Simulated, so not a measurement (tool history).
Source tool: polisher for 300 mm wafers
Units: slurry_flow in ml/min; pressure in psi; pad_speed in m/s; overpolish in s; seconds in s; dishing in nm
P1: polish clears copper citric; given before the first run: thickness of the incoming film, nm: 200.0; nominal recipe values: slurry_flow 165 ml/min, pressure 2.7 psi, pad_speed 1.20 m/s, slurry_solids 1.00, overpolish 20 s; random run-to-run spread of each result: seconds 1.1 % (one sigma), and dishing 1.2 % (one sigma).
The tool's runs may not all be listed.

run,day,slurry_flow,pressure,pad_speed,slurry_solids,overpolish,wafers polished on this pad,hours since the slurry nozzle was cleaned,hours since the head pressure was calibrated,hours since the slurry blender was calibrated,seconds,dishing
1,0.412,165,2.7,1.20,1.00,20,510,231.9,581.7,130.7,69.244,38.110
2,0.804,235,2.7,1.20,1.00,20,601,241.3,591.1,140.1,67.693,39.797
# day 0.871: slurry blender recalibrated
3,1.171,100,2.7,1.20,1.00,20,686,250.1,599.9,7.2,78.109,35.379
4,1.504,165,2.7,1.20,1.00,20,763,258.1,607.9,15.2,70.754,38.558
5,1.762,165,2.7,1.20,0.70,20,822,264.3,614.1,21.4,75.759,36.318
6,2.050,165,2.7,1.20,1.25,20,889,271.2,621.0,28.3,66.283,40.099
7,2.329,165,3.7,1.20,1.00,20,953,277.9,627.7,35.0,50.811,50.316
8,2.717,165,2.7,1.20,1.00,20,1043,287.2,637.0,44.3,70.403,37.795
9,2.925,165,2.7,1.52,1.00,20,1091,292.2,642.0,49.3,54.978,46.009
10,3.267,165,2.7,1.20,1.00,20,1170,300.4,650.2,57.5,69.948,38.537
11,3.675,165,2.7,1.20,1.00,33,1264,310.2,660.0,67.3,69.788,57.132
12,3.967,165,1.9,1.20,1.40,20,1332,317.2,667.0,74.3,90.816,30.593
13,4.308,165,2.7,0.76,1.00,20,1411,325.4,675.2,82.5,108.470,26.591
14,4.733,165,1.2,1.20,1.00,20,1509,335.6,685.4,92.7,151.770,18.950
15,4.942,165,2.7,1.20,1.00,6,1557,340.6,690.4,97.7,69.975,12.976
16,5.379,165,2.7,1.20,1.00,20,1658,351.1,700.9,108.2,70.287,38.319
17,5.638,165,2.7,1.20,1.00,20,1718,357.3,707.1,114.4,70.506,38.104
18,6.075,165,2.7,1.20,1.00,20,1819,367.8,717.6,124.9,72.289,38.311
19,6.512,165,2.7,1.20,1.00,20,1920,378.3,728.1,135.4,74.039,36.174
20,6.742,165,2.7,1.20,1.00,20,1973,383.8,733.6,140.9,74.595,36.170
# day 7.054: head pressure recalibrated
21,7.062,165,2.7,1.20,1.00,20,2047,391.5,0.3,148.6,74.420,35.618
22,7.375,165,2.7,1.20,1.00,20,2119,399.0,7.8,156.1,77.783,35.714
# day 7.600: slurry blender recalibrated
23,7.796,165,2.7,1.20,1.00,20,2216,409.1,17.9,4.7,77.455,35.957
24,8.125,165,2.7,1.20,1.00,20,2292,417.0,25.8,12.6,78.692,35.922
25,8.321,165,2.7,1.20,1.00,20,2338,421.7,30.5,17.3,76.594,35.745

P1 has crept away from where it was. The log is fitted equally well by each of these 2 causes, at the sizes shown:
A: removal rate lost through wear of the pad, % = 9.24
B: slurry flow missing at the pad, % = 38.7
The onset of the drift is placed at about day 5.638.
What rules out each remaining cause:
head's pressure below its setpoint, %: serviced at day 7.054, after the change had begun; the process did not return to its earlier output
abrasive missing from the slurry, %: serviced at day 7.600, after the change had begun; the process did not return to its earlier output

Of the 4 check runs below, each run on 3 wafers with the results averaged and each result still a question mark, which one would tell the listed causes apart?
check 1,8.517,165,2.1,1.46,1.00,20,,,,,?,?
check 2,8.517,165,2.7,1.20,0.75,20,,,,,?,?
check 3,8.517,165,1.9,1.20,1.00,20,,,,,?,?
check 4,8.517,100,2.7,1.20,1.00,20,,,,,?,?

Predicted outcomes, by check and by cause:
check,result,if A,if B
check 1,seconds,81.322,81.312
check 1,dishing,33.435,33.438
check 2,seconds,81.864,81.854
check 2,dishing,33.731,33.734
check 3,seconds,108.480,108.460
check 3,dishing,25.959,25.961
check 4,seconds,85.124,89.794
check 4,dishing,32.615,31.139
Gap, in per cent, between the two causes that each check separates least, read from the result that separates them most: check 1 0.01 %; check 2 0.01 %; check 3 0.01 %; check 4 5.34 %
The causes can be told apart only by check 4. The other checks would give nearly the same results under each of them.

The results of check 4 are: seconds 88.532 s; dishing 31.282 nm. Based on these, which of the listed causes is it?

The cause is B: slurry flow missing at the pad, %.

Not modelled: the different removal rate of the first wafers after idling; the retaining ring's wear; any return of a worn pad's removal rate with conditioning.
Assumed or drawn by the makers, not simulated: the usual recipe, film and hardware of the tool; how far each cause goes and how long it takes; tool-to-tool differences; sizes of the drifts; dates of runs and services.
